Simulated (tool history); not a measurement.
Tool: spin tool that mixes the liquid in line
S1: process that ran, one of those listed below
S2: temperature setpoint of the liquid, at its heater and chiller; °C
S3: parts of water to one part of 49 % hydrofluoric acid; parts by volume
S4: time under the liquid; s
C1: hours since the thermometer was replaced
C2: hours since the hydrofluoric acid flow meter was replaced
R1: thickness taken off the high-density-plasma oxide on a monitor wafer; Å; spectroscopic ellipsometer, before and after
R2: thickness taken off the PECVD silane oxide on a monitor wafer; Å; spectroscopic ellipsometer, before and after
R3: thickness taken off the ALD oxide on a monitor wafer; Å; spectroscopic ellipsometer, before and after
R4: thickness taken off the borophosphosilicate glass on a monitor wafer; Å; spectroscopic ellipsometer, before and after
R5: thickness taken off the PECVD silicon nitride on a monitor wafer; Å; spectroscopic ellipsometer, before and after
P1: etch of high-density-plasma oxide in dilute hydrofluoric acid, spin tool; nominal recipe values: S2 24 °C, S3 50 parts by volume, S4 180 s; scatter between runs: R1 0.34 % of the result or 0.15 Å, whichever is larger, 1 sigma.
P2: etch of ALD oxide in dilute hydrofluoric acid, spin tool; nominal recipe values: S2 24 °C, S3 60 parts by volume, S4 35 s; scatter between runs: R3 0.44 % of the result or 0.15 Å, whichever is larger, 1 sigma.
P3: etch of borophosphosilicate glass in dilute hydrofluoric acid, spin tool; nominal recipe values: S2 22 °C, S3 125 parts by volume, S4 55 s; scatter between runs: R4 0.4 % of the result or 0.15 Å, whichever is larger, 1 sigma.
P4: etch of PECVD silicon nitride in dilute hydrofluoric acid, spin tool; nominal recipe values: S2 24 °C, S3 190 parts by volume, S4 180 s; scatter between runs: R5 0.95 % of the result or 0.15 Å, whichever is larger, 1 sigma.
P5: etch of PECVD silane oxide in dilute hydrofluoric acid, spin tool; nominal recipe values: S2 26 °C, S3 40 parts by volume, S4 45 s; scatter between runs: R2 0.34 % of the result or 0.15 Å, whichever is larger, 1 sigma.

run   hour  S1    S2   S3   S4     C1      C2      R1      R2      R3      R4      R5
  1   11.7  P1    24   50  180  495.7  1512.7  224.74
  2   19.9  P5    26   25   45  503.9  1520.9          314.56
  3   34.4  P1    17   50  315  518.4  1535.4  292.91
  4   48.6  P2    24   60   15  532.6  1549.6                  82.595
  5   62.5  P1    24   50  180  546.5  1563.5  226.02
  6   73.9  P1    24   75  180  557.9  1574.9  145.36
  7   84.4  P1    24   50   70  568.4  1585.4  87.944
  8   98.9  P3    29  125   55  582.9  1599.9                          174.22
  9  110.5  P3    22   25   55  594.5  1611.5                          761.56
 10  119.4  P1    24   50  180  603.4  1620.4   223.4
 11  132.1  P5    26   40   85  616.1  1633.1          363.94
 12  146.5  P1    24   20  180  630.5  1647.5  585.38
 13  155.3  P4    24  190  320  639.3  1656.3                                  39.556
 14  163.7  P1    24   50  180  647.7  1664.7  224.69
 15  172.2  P3    22  125   25  656.2  1673.2                          61.061
 16  187.4  P1    24   50  340  671.4  1688.4  423.78
 17  200.7  P4    24  190  180  684.7  1701.7                                   22.46
 18  208.3  P2    24   90   35  692.3  1709.3                  124.32
 19  223.7  P1    31   50  180  707.7  1724.7  296.18
 20  236.4  P5    26   40   45  720.4  1737.4          192.86
 21  246.8  P1    24   50  180  730.8  1747.8  223.44
 22  254.5  P5    26   40   45  738.5  1755.5          192.75
 23    269  P2    17   60   35    753    1770                  143.52
 24  281.7  P5  33.5   40   45  765.7  1782.7          259.42
 25  289.4  P2    24   60   35  773.4  1790.4                  191.97
 26  303.4  P2    24   60   35  787.4  1804.4                   192.4
 27  311.2  P3    22  125   55  795.2  1812.2                          133.72
 28  321.3  P1    24   50  180  805.3  1822.3  224.84
 29  336.9  P4    32  190  180  820.9  1837.9                                  36.311
 30  351.7  P4    24   35  180  835.7  1852.7                                  118.56
 31  360.3  P3    22  125   55  844.3  1861.3                          133.95
 32  376.2  P1    24   50  180  860.2  1877.2  224.56
 33  387.7  P1    19   50  180  871.7  1888.7  181.04
 34  403.3  P1    24   50  180  887.3  1904.3   225.1
 35  418.9  P1    24   50  180  902.9  1919.9  233.65
 36  427.5  P1    24   50  180  911.5  1928.5  235.05
 37  437.8  P1    24   50  180  921.8  1938.8  238.28
 38  451.3  P1    24   50  180  935.3  1952.3  240.26

Run 39, settings as shown, results not yet in. Your forecast:
 39  463.9  P1  24  50  180  947.9  1964.9   ?

Run 39 produced R1 240.52 Å.

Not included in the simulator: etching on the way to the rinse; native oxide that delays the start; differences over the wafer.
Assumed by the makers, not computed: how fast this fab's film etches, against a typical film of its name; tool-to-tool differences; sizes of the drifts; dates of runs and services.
